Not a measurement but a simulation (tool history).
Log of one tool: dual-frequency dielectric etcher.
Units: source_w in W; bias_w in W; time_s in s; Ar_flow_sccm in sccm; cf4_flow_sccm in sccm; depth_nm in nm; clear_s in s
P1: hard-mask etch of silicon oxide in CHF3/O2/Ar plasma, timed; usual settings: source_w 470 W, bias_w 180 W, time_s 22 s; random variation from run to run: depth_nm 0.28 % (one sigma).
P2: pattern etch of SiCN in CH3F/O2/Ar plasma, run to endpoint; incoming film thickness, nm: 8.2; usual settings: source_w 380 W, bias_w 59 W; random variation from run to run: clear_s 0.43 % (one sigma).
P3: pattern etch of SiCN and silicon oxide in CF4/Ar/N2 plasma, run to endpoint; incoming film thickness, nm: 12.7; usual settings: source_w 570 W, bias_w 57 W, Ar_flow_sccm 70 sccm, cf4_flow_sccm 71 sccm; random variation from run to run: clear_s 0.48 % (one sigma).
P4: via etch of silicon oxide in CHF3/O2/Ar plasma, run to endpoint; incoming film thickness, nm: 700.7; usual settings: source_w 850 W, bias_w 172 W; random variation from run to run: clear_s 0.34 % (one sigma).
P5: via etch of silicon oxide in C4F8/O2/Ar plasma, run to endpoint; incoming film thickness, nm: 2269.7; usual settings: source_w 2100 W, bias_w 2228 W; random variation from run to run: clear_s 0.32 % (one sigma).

run   hour  process  source_w  bias_w  time_s  Ar_flow_sccm  cf4_flow_sccm  hours since the last wet clean  hours since the last source power generator calibration  hours since the last bias power generator calibration  depth_nm  clear_s
  1    8.7       P1       470     180      22                                                        143.4                                                   1275.6                                                 1595.4    39.426
  2   19.5       P1       310     180      22                                                        154.2                                                   1286.4                                                 1606.2    33.833
  3     26       P4       850     172                                                                160.7                                                   1292.9                                                 1612.7             319.45
  4   34.6       P1       470     180    28.5                                                        169.3                                                   1301.5                                                 1621.3    50.894
  5   42.5       P1       470     180      22                                                        177.2                                                   1309.4                                                 1629.2    39.664
  6   49.6       P1       470     143      22                                                        184.3                                                   1316.5                                                 1636.3     36.73
  7   60.8       P5      2100    3088                                                                195.5                                                   1327.7                                                 1647.5             399.02
  8   71.6       P2       380      59                                                                206.3                                                   1338.5                                                 1658.3              23.55
  9   77.5       P1       470     239      22                                                        212.2                                                   1344.4                                                 1664.2    43.621
 10   84.9       P1       570     180      22                                                        219.6                                                   1351.8                                                 1671.6    42.463
 11   91.5       P4      1110     172                                                                226.2                                                   1358.4                                                 1678.2             287.05
 12   97.6       P3       570      57                    53             71                           232.3                                                   1364.5                                                 1684.3              11.45
 13  108.1       P3       570      37                    70             71                           242.8                                                     1375                                                 1694.8             13.276
 14  118.9       P3       570      57                    70             71                           253.6                                                   1385.8                                                 1705.6             11.812
 15  124.3       P1       470     180      22                                                          259                                                   1391.2                                                   1711    39.529
 16  133.7       P5      1250    2228                                                                268.4                                                   1400.6                                                 1720.4             544.09
 17    144       P1       320     180    27.5                                                        278.7                                                   1410.9                                                 1730.7     42.59
 18  151.3       P2       380      46                                                                  286                                                   1418.2                                                   1738             25.696
 19    161       P1       470     180      15                                                        295.7                                                   1427.9                                                 1747.7    26.989
 20  171.5       P5      2100    2228                                                                306.2                                                   1438.4                                                 1758.2             444.16
 21  179.9       P1       640     126      22                                                        314.6                                                   1446.8                                                 1766.6    39.805
 22  188.5       P3       570      57                    70             88                           323.2                                                   1455.4                                                 1775.2             11.524
 23  195.5       P4       850     172                                                                330.2                                                   1462.4                                                 1782.2             319.85
 24  202.6       P4       850     122                                                                337.3                                                   1469.5                                                 1789.3             356.76
 25  211.4       P2       230      59                                                                346.1                                                   1478.3                                                 1798.1             28.708
 26  221.6       P1       470     180      22                                                        356.3                                                   1488.5                                                 1808.3    39.685
 27  232.1       P2       380      59                                                                366.8                                                     1499                                                 1818.8             23.523
 28  237.6       P1       470     125    13.5                                                        372.3                                                   1504.5                                                 1824.3    21.371
 29  248.4       P1       470     180      22                                                        383.1                                                   1515.3                                                 1835.1    39.414
 30    254       P1       470     180      22                                                        388.7                                                   1520.9                                                 1840.7    39.357
 31  259.8       P3       780      57                    70             71                           394.5                                                   1526.7                                                 1846.5             8.9216
 32    271       P1       470     180      22                                                        405.7                                                   1537.9                                                 1857.7    39.576
 33  282.4       P1       470     180      22                                                        417.1                                                   1549.3                                                 1869.1    39.074
 34  288.3       P1       470     180      22                                                          423                                                   1555.2                                                   1875    39.176
 35  295.2       P1       470     180      22                                                        429.9                                                   1562.1                                                 1881.9    38.971
 36  303.4       P1       470     180      22                                                        438.1                                                   1570.3                                                 1890.1    39.065
     304.2  -- wet clean of the chamber
 37  309.8       P1       470     180      22                                                          5.6                                                   1576.7                                                 1896.5    39.076
 38    321       P1       470     180      22                                                         16.8                                                   1587.9                                                 1907.7    39.044
 39    332       P1       470     180      22                                                         27.8                                                   1598.9                                                 1918.7    39.099
 40    342       P1       470     180      22                                                         37.8                                                   1608.9                                                 1928.7    39.009

The next listed run, before its measurement:
 41  352.4       P1       470     180      22                                                         48.2                                                   1619.3                                                 1939.1         ?

{"run 41": {"depth_nm": 39.018}}
